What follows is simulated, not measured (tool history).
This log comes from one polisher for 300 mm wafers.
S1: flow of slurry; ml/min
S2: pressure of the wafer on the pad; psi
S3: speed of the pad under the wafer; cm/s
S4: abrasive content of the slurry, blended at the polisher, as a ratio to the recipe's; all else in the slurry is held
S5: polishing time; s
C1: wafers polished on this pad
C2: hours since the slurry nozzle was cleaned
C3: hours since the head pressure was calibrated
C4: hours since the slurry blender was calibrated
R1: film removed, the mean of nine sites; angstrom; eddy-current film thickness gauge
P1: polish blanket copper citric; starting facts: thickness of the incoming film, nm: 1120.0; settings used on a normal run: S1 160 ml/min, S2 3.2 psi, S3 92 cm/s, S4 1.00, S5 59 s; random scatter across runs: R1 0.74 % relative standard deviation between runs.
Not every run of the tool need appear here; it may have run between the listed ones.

Run 1, hour 4.4: S1 160 ml/min, S2 3.2 psi, S3 92 cm/s, S4 1.00, S5 59 s; C1 496; C2 110.8; C3 570.9; C4 155.1. Result: R1 1624.30 angstrom.
Run 2, hour 9.3: S1 160 ml/min, S2 1.6 psi, S3 92 cm/s, S4 1.00, S5 59 s; C1 547; C2 115.7; C3 575.8; C4 160.0. Result: R1 839.30 angstrom.
Run 3, hour 13.3: S1 160 ml/min, S2 3.2 psi, S3 92 cm/s, S4 1.00, S5 30 s; C1 588; C2 119.7; C3 579.8; C4 164.0. Result: R1 822.38 angstrom.
Run 4, hour 16.5: S1 160 ml/min, S2 3.2 psi, S3 120 cm/s, S4 1.00, S5 75 s; C1 621; C2 122.9; C3 583.0; C4 167.2. Result: R1 2684.50 angstrom.
Run 5, hour 22.1: S1 160 ml/min, S2 3.2 psi, S3 92 cm/s, S4 1.35, S5 59 s; C1 679; C2 128.5; C3 588.6; C4 172.8. Result: R1 1717.10 angstrom.
Run 6, hour 25.9: S1 160 ml/min, S2 4.5 psi, S3 92 cm/s, S4 1.00, S5 59 s; C1 718; C2 132.3; C3 592.4; C4 176.6. Result: R1 2261.60 angstrom.
Run 7, hour 31.3: S1 160 ml/min, S2 3.2 psi, S3 92 cm/s, S4 1.00, S5 90 s; C1 773; C2 137.7; C3 597.8; C4 182.0. Result: R1 2430.70 angstrom.
Run 8, hour 36.6: S1 160 ml/min, S2 4.9 psi, S3 92 cm/s, S4 0.70, S5 59 s; C1 828; C2 143.0; C3 603.1; C4 187.3. Result: R1 2279.60 angstrom.
Run 9, hour 42.8: S1 160 ml/min, S2 3.2 psi, S3 126 cm/s, S4 1.00, S5 59 s; C1 892; C2 149.2; C3 609.3; C4 193.5. Result: R1 2212.70 angstrom.
Run 10, hour 48.8: S1 160 ml/min, S2 3.2 psi, S3 92 cm/s, S4 1.00, S5 59 s; C1 954; C2 155.2; C3 615.3; C4 199.5. Result: R1 1611.40 angstrom.
Run 11, hour 51.8: S1 160 ml/min, S2 3.2 psi, S3 92 cm/s, S4 1.00, S5 59 s; C1 985; C2 158.2; C3 618.3; C4 202.5. Result: R1 1613.30 angstrom.
Run 12, hour 56.0: S1 160 ml/min, S2 3.2 psi, S3 92 cm/s, S4 0.80, S5 59 s; C1 1028; C2 162.4; C3 622.5; C4 206.7. Result: R1 1514.00 angstrom.
Run 13, hour 58.9: S1 160 ml/min, S2 3.2 psi, S3 92 cm/s, S4 1.00, S5 59 s; C1 1058; C2 165.3; C3 625.4; C4 209.6. Result: R1 1599.40 angstrom.
Run 14, hour 63.7: S1 160 ml/min, S2 3.2 psi, S3 92 cm/s, S4 1.00, S5 59 s; C1 1107; C2 170.1; C3 630.2; C4 214.4. Result: R1 1603.90 angstrom.
Run 15, hour 68.0: S1 250 ml/min, S2 3.2 psi, S3 92 cm/s, S4 1.00, S5 59 s; C1 1152; C2 174.4; C3 634.5; C4 218.7. Result: R1 1708.40 angstrom.
Run 16, hour 71.8: S1 160 ml/min, S2 3.2 psi, S3 92 cm/s, S4 1.00, S5 59 s; C1 1191; C2 178.2; C3 638.3; C4 222.5. Result: R1 1631.60 angstrom.
Run 17, hour 75.0: S1 160 ml/min, S2 3.2 psi, S3 58 cm/s, S4 1.00, S5 59 s; C1 1224; C2 181.4; C3 641.5; C4 225.7. Result: R1 1040.80 angstrom.
Run 18, hour 79.0: S1 100 ml/min, S2 3.2 psi, S3 92 cm/s, S4 1.00, S5 59 s; C1 1265; C2 185.4; C3 645.5; C4 229.7. Result: R1 1475.70 angstrom.
Run 19, hour 83.0: S1 160 ml/min, S2 3.2 psi, S3 92 cm/s, S4 1.00, S5 59 s; C1 1306; C2 189.4; C3 649.5; C4 233.7. Result: R1 1621.30 angstrom.
Run 20, hour 87.7: S1 160 ml/min, S2 3.2 psi, S3 92 cm/s, S4 1.00, S5 59 s; C1 1355; C2 194.1; C3 654.2; C4 238.4. Result: R1 1572.70 angstrom.
Run 21, hour 92.3: S1 160 ml/min, S2 3.2 psi, S3 92 cm/s, S4 1.00, S5 59 s; C1 1402; C2 198.7; C3 658.8; C4 243.0. Result: R1 1536.90 angstrom.
Run 22, hour 95.5: S1 160 ml/min, S2 3.2 psi, S3 92 cm/s, S4 1.00, S5 59 s; C1 1435; C2 201.9; C3 662.0; C4 246.2. Result: R1 1526.80 angstrom.
Run 23, hour 98.8: S1 160 ml/min, S2 3.2 psi, S3 92 cm/s, S4 1.00, S5 59 s; C1 1469; C2 205.2; C3 665.3; C4 249.5. Result: R1 1508.10 angstrom.
At hour 102.3: slurry blender recalibrated.
Run 24, hour 103.4: S1 160 ml/min, S2 3.2 psi, S3 92 cm/s, S4 1.00, S5 59 s; C1 1517; C2 209.8; C3 669.9; C4 1.2. Result: R1 1479.60 angstrom.
At hour 105.2: worn pad replaced by a new one.
Run 25, hour 109.9: S1 160 ml/min, S2 3.2 psi, S3 92 cm/s, S4 1.00, S5 59 s; C1 48; C2 216.3; C3 676.4; C4 7.7. Result: R1 1505.50 angstrom.
Run 26, hour 115.9: S1 160 ml/min, S2 3.2 psi, S3 92 cm/s, S4 1.00, S5 59 s; C1 110; C2 222.3; C3 682.4; C4 13.7. Result: R1 1487.00 angstrom.

The log shows P1 creeping away from where it was. Any of the 2 causes listed here, at the size stated for it, fits the log just as well as the others:
A: slurry flow missing at the pad, % = 34.3
B: head's pressure below its setpoint, % = 8.17
At approximately hour 83.0, the process output began to creep.
Every other cause this tool's parts could produce, and why it does not fit the log:
removal rate lost through wear of the pad, %: serviced at hour 105.2, after the drift had started, without restoring the earlier output
abrasive missing from the slurry, %: serviced at hour 102.3, after the drift had started, without restoring the earlier output

Below are 4 check runs, each averaged over 5 wafers, with their results shown as question marks. Which of them would give clearly different results depending on which cause is behind the drift?
Run check 1, hour 121.9: S1 160 ml/min, S2 3.2 psi, S3 92 cm/s, S4 1.20, S5 79 s. Result: R1 ?.
Run check 2, hour 121.9: S1 115 ml/min, S2 3.2 psi, S3 92 cm/s, S4 1.00, S5 83 s. Result: R1 ?.
Run check 3, hour 121.9: S1 160 ml/min, S2 1.9 psi, S3 92 cm/s, S4 1.20, S5 59 s. Result: R1 ?.
Run check 4, hour 121.9: S1 160 ml/min, S2 3.2 psi, S3 92 cm/s, S4 1.20, S5 34 s. Result: R1 ?.

Predicted outcomes, by check and by cause:
  check  result     if A     if B
check 1      R1  2069.90  2070.10
check 2      R1  1908.50  1963.80
check 3      R1   933.25   934.66
check 4      R1   890.85   890.92
Per check, the gap between the least separated pair of causes, taken in the result that splits them most: check 1 0.01 %; check 2 2.86 %; check 3 0.15 %; check 4 0.01 %
Check 2 tells the causes apart: in the others they would give nearly the same result.

After running check 2, the following was obtained: R1 1915.30 angstrom. Which cause does this point to?

The cause is A: slurry flow missing at the pad, %.
